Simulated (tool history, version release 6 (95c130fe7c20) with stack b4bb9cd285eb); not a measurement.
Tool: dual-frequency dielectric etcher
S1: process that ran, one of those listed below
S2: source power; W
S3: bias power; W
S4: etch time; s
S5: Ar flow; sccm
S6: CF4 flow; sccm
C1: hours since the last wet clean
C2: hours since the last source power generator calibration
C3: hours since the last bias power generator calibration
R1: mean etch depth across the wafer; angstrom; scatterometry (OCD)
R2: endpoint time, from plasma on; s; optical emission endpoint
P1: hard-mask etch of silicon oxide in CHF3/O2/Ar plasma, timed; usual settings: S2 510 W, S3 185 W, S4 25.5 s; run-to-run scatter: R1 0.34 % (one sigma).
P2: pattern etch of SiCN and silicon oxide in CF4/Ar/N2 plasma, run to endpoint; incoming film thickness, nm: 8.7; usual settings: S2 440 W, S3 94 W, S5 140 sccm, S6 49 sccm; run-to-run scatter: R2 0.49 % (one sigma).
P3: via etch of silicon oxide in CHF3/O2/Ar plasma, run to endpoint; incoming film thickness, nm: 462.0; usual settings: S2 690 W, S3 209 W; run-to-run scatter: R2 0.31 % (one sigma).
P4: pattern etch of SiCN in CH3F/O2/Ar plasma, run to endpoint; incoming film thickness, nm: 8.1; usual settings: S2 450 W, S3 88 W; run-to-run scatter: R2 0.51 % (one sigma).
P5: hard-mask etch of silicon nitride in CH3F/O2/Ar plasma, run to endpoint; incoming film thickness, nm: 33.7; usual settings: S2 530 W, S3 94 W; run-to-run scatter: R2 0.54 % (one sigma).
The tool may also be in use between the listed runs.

run     day  S1   S2   S3    S4   S5  S6     C1      C2      C3      R1        R2
  1   0.575  P1  510  185  25.5           185.4  2314.6  1230.5  475.76
  2   0.892  P1  510  185  25.5           193.0  2322.2  1238.1  474.52
  3   1.438  P1  510  185  25.5           206.1  2335.3  1251.2  473.35
  4   1.821  P1  510  185  25.5           215.3  2344.5  1260.4  478.35
  5   2.296  P1  670  185  25.5           226.7  2355.9  1271.8  528.47
  6   2.592  P5  430   94                 233.8  2363.0  1278.9           42.6580
  7   3.046  P2  440   94        140  49  244.7  2373.9  1289.8           10.2810
  8   3.471  P1  510  185  36.0           254.9  2384.1  1300.0  672.23
  9   3.904  P1  510  185  25.5           265.3  2394.5  1310.4  477.57
 10   4.400  P4  450  125                 277.2  2406.4  1322.3           16.7500
 11   5.067  P3  690  209                 293.2  2422.4  1338.3          207.8600
 12   5.479  P2  600   94        140  49  303.1  2432.3  1348.2            7.8947
 13   5.817  P5  530   58                 311.2  2440.4  1356.3           46.3450
 14   6.283  P4  450   88                 322.4  2451.6  1367.5           19.1490
 15   6.908  P5  530   94                 337.4  2466.6  1382.5           39.3110
      7.371  -- source power generator calibrated
 16   7.471  P4  630   88                 350.9     2.5  1396.0           16.8190
 17   7.858  P2  440   94        140  59  360.2    11.8  1405.3           10.0810
 18   8.467  P3  970  209                 374.8    26.4  1419.9          182.4400
 19   8.804  P2  440   65        140  49  382.9    34.5  1428.0           11.8030
 20   9.283  P2  440   94        140  49  394.4    46.0  1439.5           10.2400
 21   9.692  P4  450   88                 404.2    55.8  1449.3           19.1170
 22  10.312  P3  690  289                 419.1    70.7  1464.2          184.7300
 23  10.633  P1  380  185  15.0           426.8    78.4  1471.9  249.54
 24  11.262  P1  510  185  14.5           441.9    93.5  1487.0  270.33
 25  11.942  P1  510  122  25.5           458.2   109.8  1503.3  416.74
 26  12.571  P3  690  209                 473.3   124.9  1518.4          207.8600
 27  13.058  P2  440   94        191  49  485.0   136.6  1530.1           10.6460
 28  13.383  P1  390  185  25.5           492.8   144.4  1537.9  431.01
 29  13.879  P1  510  185  25.5           504.7   156.3  1549.8  478.51
 30  14.258  P1  510  243  25.5           513.8   165.4  1558.9  528.07
 31  14.858  P1  510  185  25.5           528.2   179.8  1573.3  474.92
 32  15.254  P1  510  185  25.5           537.7   189.3  1582.8  474.28
 33  15.633  P1  510  185  25.5           546.8   198.4  1591.9  470.31
 34  16.117  P1  510  185  25.5           558.4   210.0  1603.5  471.02
 35  16.712  P1  510  185  25.5           572.7   224.3  1617.8  468.40
     17.254  -- wet clean of the chamber
 36  17.371  P1  510  185  25.5             2.9   240.1  1633.6  467.72

Forecast run 37:
 37  17.808  P1  510  185  25.5          13.4  250.6  1644.1   ?

Run 37 gave R1 468.63 angstrom.
